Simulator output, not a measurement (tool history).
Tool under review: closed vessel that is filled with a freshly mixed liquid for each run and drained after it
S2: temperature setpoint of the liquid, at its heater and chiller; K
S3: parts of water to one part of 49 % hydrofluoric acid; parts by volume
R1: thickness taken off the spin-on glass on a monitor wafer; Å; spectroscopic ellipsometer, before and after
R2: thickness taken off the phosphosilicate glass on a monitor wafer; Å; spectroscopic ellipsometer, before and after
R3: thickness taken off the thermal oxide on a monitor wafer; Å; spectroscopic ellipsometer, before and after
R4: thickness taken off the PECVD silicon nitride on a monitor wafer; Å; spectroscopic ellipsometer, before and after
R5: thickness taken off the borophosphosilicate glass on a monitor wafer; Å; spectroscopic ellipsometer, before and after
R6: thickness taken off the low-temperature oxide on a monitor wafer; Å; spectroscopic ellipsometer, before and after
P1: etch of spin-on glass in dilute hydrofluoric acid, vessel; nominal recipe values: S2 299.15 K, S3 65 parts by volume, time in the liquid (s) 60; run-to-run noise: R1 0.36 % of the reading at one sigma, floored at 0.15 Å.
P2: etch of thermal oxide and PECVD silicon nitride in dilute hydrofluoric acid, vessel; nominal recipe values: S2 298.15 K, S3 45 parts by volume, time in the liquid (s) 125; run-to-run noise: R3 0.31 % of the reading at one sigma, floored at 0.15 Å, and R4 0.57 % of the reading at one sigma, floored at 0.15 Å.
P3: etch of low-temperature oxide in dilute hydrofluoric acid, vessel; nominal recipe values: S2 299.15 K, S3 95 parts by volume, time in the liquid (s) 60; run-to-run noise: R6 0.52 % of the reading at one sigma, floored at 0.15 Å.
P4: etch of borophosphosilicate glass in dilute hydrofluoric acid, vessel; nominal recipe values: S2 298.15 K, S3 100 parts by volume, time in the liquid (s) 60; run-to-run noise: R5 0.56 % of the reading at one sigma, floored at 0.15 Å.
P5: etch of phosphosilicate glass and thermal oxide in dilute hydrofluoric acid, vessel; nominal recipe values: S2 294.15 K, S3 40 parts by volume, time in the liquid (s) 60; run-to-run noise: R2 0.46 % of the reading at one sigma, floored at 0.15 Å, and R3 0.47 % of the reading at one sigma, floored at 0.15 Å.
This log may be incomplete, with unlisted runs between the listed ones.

run 1 hour=6.9 | process_that_ran=P1 S2=299.15 S3=65 time_in_the_liquid_(s)=60 | R1=655.35
run 2 hour=16.2 | process_that_ran=P5 S2=294.15 S3=40 time_in_the_liquid_(s)=100 | R2=2652.0 R3=109.470
run 3 hour=25.9 | process_that_ran=P2 S2=302.65 S3=45 time_in_the_liquid_(s)=125 | R3=184.860 R4=78.254
run 4 hour=40.2 | process_that_ran=P5 S2=294.15 S3=40 time_in_the_liquid_(s)=60 | R2=1573.9 R3=65.044
run 5 hour=52.2 | process_that_ran=P4 S2=290.65 S3=100 time_in_the_liquid_(s)=60 | R5=345.41
run 6 hour=62.5 | process_that_ran=P4 S2=298.15 S3=100 time_in_the_liquid_(s)=60 | R5=475.56
run 7 hour=70.2 | process_that_ran=P5 S2=290.15 S3=40 time_in_the_liquid_(s)=60 | R2=1337.4 R3=54.616
run 8 hour=81.9 | process_that_ran=P4 S2=298.15 S3=100 time_in_the_liquid_(s)=95 | R5=746.83
run 9 hour=93.0 | process_that_ran=P3 S2=299.15 S3=95 time_in_the_liquid_(s)=60 | R6=239.55
run 10 hour=102.9 | process_that_ran=P5 S2=294.15 S3=20 time_in_the_liquid_(s)=60 | R2=3282.5 R3=132.660
run 11 hour=113.5 | process_that_ran=P1 S2=299.15 S3=65 time_in_the_liquid_(s)=60 | R1=652.26
run 12 hour=123.3 | process_that_ran=P1 S2=299.15 S3=110 time_in_the_liquid_(s)=95 | R1=575.60
run 13 hour=130.8 | process_that_ran=P2 S2=298.15 S3=45 time_in_the_liquid_(s)=125 | R3=155.300 R4=58.522
run 14 hour=140.5 | process_that_ran=P2 S2=298.15 S3=45 time_in_the_liquid_(s)=70 | R3=86.138 R4=32.500
run 15 hour=154.4 | process_that_ran=P1 S2=306.65 S3=65 time_in_the_liquid_(s)=60 | R1=869.66
run 16 hour=165.6 | process_that_ran=P2 S2=298.15 S3=45 time_in_the_liquid_(s)=125 | R3=154.490 R4=58.784
run 17 hour=173.2 | process_that_ran=P2 S2=298.15 S3=30 time_in_the_liquid_(s)=125 | R3=236.210 R4=86.718
run 18 hour=181.0 | process_that_ran=P1 S2=299.15 S3=25 time_in_the_liquid_(s)=60 | R1=1795.90
run 19 hour=188.9 | process_that_ran=P3 S2=299.15 S3=145 time_in_the_liquid_(s)=60 | R6=147.98
run 20 hour=202.9 | process_that_ran=P3 S2=307.15 S3=95 time_in_the_liquid_(s)=60 | R6=323.88
run 21 hour=212.0 | process_that_ran=P1 S2=293.15 S3=65 time_in_the_liquid_(s)=60 | R1=512.18
run 22 hour=225.3 | process_that_ran=P1 S2=299.15 S3=95 time_in_the_liquid_(s)=60 | R1=429.15

For run 23, what comes out?
run 23 hour=238.3 | process_that_ran=P1 S2=299.15 S3=65 time_in_the_liquid_(s)=60 | R1=?

For run 23 the tool returned R1 656.04 Å.

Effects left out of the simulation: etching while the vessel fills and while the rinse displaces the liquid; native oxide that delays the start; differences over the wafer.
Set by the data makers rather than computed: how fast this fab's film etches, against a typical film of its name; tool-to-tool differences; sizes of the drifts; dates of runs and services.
